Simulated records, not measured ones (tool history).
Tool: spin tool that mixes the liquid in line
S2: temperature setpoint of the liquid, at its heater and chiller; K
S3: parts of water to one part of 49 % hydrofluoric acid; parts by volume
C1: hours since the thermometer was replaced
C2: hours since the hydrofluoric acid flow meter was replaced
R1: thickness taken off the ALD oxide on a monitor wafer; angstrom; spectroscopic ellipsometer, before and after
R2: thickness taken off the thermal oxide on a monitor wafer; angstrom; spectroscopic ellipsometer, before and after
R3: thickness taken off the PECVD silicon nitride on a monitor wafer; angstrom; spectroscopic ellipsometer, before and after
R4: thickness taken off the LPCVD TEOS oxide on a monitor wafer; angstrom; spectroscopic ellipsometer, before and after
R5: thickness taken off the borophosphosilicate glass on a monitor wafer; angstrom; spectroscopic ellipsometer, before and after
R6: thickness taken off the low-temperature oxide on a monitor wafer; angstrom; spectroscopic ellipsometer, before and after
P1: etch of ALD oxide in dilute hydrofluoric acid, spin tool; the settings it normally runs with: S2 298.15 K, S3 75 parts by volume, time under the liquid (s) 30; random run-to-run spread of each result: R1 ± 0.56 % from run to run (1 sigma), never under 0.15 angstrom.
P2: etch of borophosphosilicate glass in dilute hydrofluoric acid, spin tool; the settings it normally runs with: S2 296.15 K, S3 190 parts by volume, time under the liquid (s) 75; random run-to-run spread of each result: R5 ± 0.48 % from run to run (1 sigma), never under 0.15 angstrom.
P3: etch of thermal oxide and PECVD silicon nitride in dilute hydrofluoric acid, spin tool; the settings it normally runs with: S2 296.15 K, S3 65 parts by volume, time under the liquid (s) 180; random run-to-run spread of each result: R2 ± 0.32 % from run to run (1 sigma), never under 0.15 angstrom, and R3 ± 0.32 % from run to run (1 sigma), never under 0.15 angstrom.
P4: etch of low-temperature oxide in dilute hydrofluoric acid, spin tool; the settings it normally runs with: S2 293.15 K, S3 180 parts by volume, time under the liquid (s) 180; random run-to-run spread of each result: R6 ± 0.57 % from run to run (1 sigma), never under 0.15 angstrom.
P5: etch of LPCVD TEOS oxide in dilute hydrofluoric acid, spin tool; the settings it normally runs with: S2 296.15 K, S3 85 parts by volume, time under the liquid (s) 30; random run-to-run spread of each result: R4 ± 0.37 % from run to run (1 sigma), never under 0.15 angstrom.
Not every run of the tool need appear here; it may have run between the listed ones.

Run 1, hour 13.9: process that ran P1, S2 298.15 K, S3 75 parts by volume, time under the liquid (s) 30; C1 134.5; C2 567.6. Result: R1 116.23 angstrom.
Run 2, hour 23.3: process that ran P3, S2 296.15 K, S3 65 parts by volume, time under the liquid (s) 60; C1 143.9; C2 577. Result: R2 40.899 angstrom, R3 34.767 angstrom.
Run 3, hour 30.4: process that ran P3, S2 296.15 K, S3 85 parts by volume, time under the liquid (s) 180; C1 151; C2 584.1. Result: R2 90.483 angstrom, R3 80.619 angstrom.
Run 4, hour 37.3: process that ran P5, S2 296.15 K, S3 85 parts by volume, time under the liquid (s) 30; C1 157.9; C2 591. Result: R4 198.48 angstrom.
Run 5, hour 52.6: process that ran P1, S2 298.15 K, S3 75 parts by volume, time under the liquid (s) 30; C1 173.2; C2 606.3. Result: R1 117.06 angstrom.
Run 6, hour 64: process that ran P5, S2 303.15 K, S3 85 parts by volume, time under the liquid (s) 30; C1 184.6; C2 617.7. Result: R4 262.41 angstrom.
Run 7, hour 72.8: process that ran P1, S2 298.15 K, S3 115 parts by volume, time under the liquid (s) 30; C1 193.4; C2 626.5. Result: R1 73.159 angstrom.
Run 8, hour 84: process that ran P2, S2 290.65 K, S3 190 parts by volume, time under the liquid (s) 75; C1 204.6; C2 637.7. Result: R5 112.15 angstrom.
Run 9, hour 96.7: process that ran P2, S2 296.15 K, S3 190 parts by volume, time under the liquid (s) 20; C1 217.3; C2 650.4. Result: R5 36.858 angstrom.
Run 10, hour 104.3: process that ran P3, S2 296.15 K, S3 65 parts by volume, time under the liquid (s) 180; C1 224.9; C2 658. Result: R2 123.03 angstrom, R3 104.31 angstrom.
Run 11, hour 113.4: process that ran P1, S2 298.15 K, S3 75 parts by volume, time under the liquid (s) 15; C1 234; C2 667.1. Result: R1 58.191 angstrom.
At hour 115.6: thermometer replaced.
Run 12, hour 128.4: process that ran P3, S2 290.15 K, S3 65 parts by volume, time under the liquid (s) 180; C1 12.9; C2 682.1. Result: R2 95.079 angstrom, R3 69.626 angstrom.
Run 13, hour 140.6: process that ran P1, S2 298.15 K, S3 75 parts by volume, time under the liquid (s) 30; C1 25.1; C2 694.3. Result: R1 117.64 angstrom.
Run 14, hour 148.3: process that ran P4, S2 298.65 K, S3 180 parts by volume, time under the liquid (s) 180; C1 32.8; C2 702. Result: R6 124.93 angstrom.
Run 15, hour 158.1: process that ran P4, S2 293.15 K, S3 180 parts by volume, time under the liquid (s) 20; C1 42.6; C2 711.8. Result: R6 11.317 angstrom.
Run 16, hour 167.2: process that ran P5, S2 296.15 K, S3 85 parts by volume, time under the liquid (s) 50; C1 51.7; C2 720.9. Result: R4 330.78 angstrom.
Run 17, hour 174.8: process that ran P1, S2 298.15 K, S3 75 parts by volume, time under the liquid (s) 30; C1 59.3; C2 728.5. Result: R1 117.25 angstrom.
Run 18, hour 185.3: process that ran P1, S2 294.65 K, S3 75 parts by volume, time under the liquid (s) 50; C1 69.8; C2 739. Result: R1 170.53 angstrom.
Run 19, hour 196.5: process that ran P4, S2 293.15 K, S3 295 parts by volume, time under the liquid (s) 180; C1 81; C2 750.2. Result: R6 54.868 angstrom.
Run 20, hour 207.5: process that ran P4, S2 293.15 K, S3 180 parts by volume, time under the liquid (s) 180; C1 92; C2 761.2. Result: R6 101.53 angstrom.
Run 21, hour 216.1: process that ran P1, S2 298.15 K, S3 35 parts by volume, time under the liquid (s) 30; C1 100.6; C2 769.8. Result: R1 263.2 angstrom.
Run 22, hour 226.9: process that ran P5, S2 296.15 K, S3 45 parts by volume, time under the liquid (s) 30; C1 111.4; C2 780.6. Result: R4 395.87 angstrom.
Run 23, hour 242.2: process that ran P1, S2 298.15 K, S3 75 parts by volume, time under the liquid (s) 55; C1 126.7; C2 795.9. Result: R1 214.53 angstrom.
Run 24, hour 253.5: process that ran P1, S2 290.65 K, S3 75 parts by volume, time under the liquid (s) 30; C1 138; C2 807.2. Result: R1 85.369 angstrom.
Run 25, hour 268.2: process that ran P1, S2 298.15 K, S3 75 parts by volume, time under the liquid (s) 30; C1 152.7; C2 821.9. Result: R1 115.75 angstrom.
Run 26, hour 275.6: process that ran P1, S2 298.15 K, S3 75 parts by volume, time under the liquid (s) 30; C1 160.1; C2 829.3. Result: R1 116.6 angstrom.
Run 27, hour 284.6: process that ran P4, S2 293.15 K, S3 180 parts by volume, time under the liquid (s) 180; C1 169.1; C2 838.3. Result: R6 101.39 angstrom.
Run 28, hour 300.1: process that ran P3, S2 296.15 K, S3 65 parts by volume, time under the liquid (s) 180; C1 184.6; C2 853.8. Result: R2 121.58 angstrom, R3 103.92 angstrom.
Run 29, hour 310.1: process that ran P2, S2 296.15 K, S3 190 parts by volume, time under the liquid (s) 75; C1 194.6; C2 863.8. Result: R5 137.13 angstrom.
Run 30, hour 323.2: process that ran P2, S2 296.15 K, S3 110 parts by volume, time under the liquid (s) 75; C1 207.7; C2 876.9. Result: R5 260.36 angstrom.
Run 31, hour 333.5: process that ran P1, S2 305.65 K, S3 75 parts by volume, time under the liquid (s) 30; C1 218; C2 887.2. Result: R1 157.07 angstrom.
Run 32, hour 345.7: process that ran P1, S2 298.15 K, S3 75 parts by volume, time under the liquid (s) 30; C1 230.2; C2 899.4. Result: R1 117.79 angstrom.
Run 33, hour 353.2: process that ran P1, S2 298.15 K, S3 75 parts by volume, time under the liquid (s) 30; C1 237.7; C2 906.9. Result: R1 118.93 angstrom.
Run 34, hour 363.4: process that ran P1, S2 298.15 K, S3 75 parts by volume, time under the liquid (s) 30; C1 247.9; C2 917.1. Result: R1 119.83 angstrom.
Run 35, hour 371.4: process that ran P1, S2 298.15 K, S3 75 parts by volume, time under the liquid (s) 30; C1 255.9; C2 925.1. Result: R1 121.16 angstrom.
Run 36, hour 383.3: process that ran P1, S2 298.15 K, S3 75 parts by volume, time under the liquid (s) 30; C1 267.8; C2 937. Result: R1 123.54 angstrom.
Run 37, hour 393.2: process that ran P1, S2 298.15 K, S3 75 parts by volume, time under the liquid (s) 30; C1 277.7; C2 946.9. Result: R1 123.16 angstrom.
Run 38, hour 402.4: process that ran P1, S2 298.15 K, S3 75 parts by volume, time under the liquid (s) 30; C1 286.9; C2 956.1. Result: R1 123.24 angstrom.
Run 39, hour 416.4: process that ran P1, S2 298.15 K, S3 75 parts by volume, time under the liquid (s) 30; C1 300.9; C2 970.1. Result: R1 125.7 angstrom.
Run 40, hour 431: process that ran P1, S2 298.15 K, S3 75 parts by volume, time under the liquid (s) 30; C1 315.5; C2 984.7. Result: R1 125.79 angstrom.
Run 41, hour 443.2: process that ran P1, S2 298.15 K, S3 75 parts by volume, time under the liquid (s) 30; C1 327.7; C2 996.9. Result: R1 124.87 angstrom.
Run 42, hour 453: process that ran P1, S2 298.15 K, S3 75 parts by volume, time under the liquid (s) 30; C1 337.5; C2 1006.7. Result: R1 125.18 angstrom.
Run 43, hour 466.3: process that ran P1, S2 298.15 K, S3 75 parts by volume, time under the liquid (s) 30; C1 350.8; C2 1020. Result: R1 125.23 angstrom.

P1 has crept away from where it was. The log is fitted equally well by each of these 2 causes, at the sizes shown:
A: hydrofluoric acid flow above the setpoint (%) = 6.27
B: liquid hotter than its thermometer reads (K) = 1.68
Creep in the process output first set in at about hour 345.7.

Listed below are the offered check runs, one wafer per run, with question marks in place of results. For which of them would the causes give clearly different outcomes?
Run check 1, hour 479.6: process that ran P4, S2 298.15 K, S3 180 parts by volume, time under the liquid (s) 40. Result: R6 ?.
Run check 2, hour 479.6: process that ran P3, S2 290.15 K, S3 65 parts by volume, time under the liquid (s) 180. Result: R2 ?, R3 ?.
Run check 3, hour 479.6: process that ran P5, S2 302.65 K, S3 85 parts by volume, time under the liquid (s) 30. Result: R4 ?.
Run check 4, hour 479.6: process that ran P2, S2 292.15 K, S3 190 parts by volume, time under the liquid (s) 35. Result: R5 ?.

What every check run would give for each of its results, assuming each possible cause in turn:
  check  result    if A    if B
check 1      R6  29.298  28.973
check 2      R2  101.31     102
check 2      R3   73.15  77.588
check 3      R4  274.39  273.16
check 4      R5  59.292  58.915
Separation of the two closest causes in each check, using whichever result separates them best: check 1 1.12 %; check 2 5.89 %; check 3 0.45 %; check 4 0.64 %
The causes can be told apart only by check 2. The other checks would give nearly the same results under each of them.

Then check 2 was run and gave: R2 101.24 angstrom; R3 72.861 angstrom. Which cause is it?

It was cause A: hydrofluoric acid flow above the setpoint (%).

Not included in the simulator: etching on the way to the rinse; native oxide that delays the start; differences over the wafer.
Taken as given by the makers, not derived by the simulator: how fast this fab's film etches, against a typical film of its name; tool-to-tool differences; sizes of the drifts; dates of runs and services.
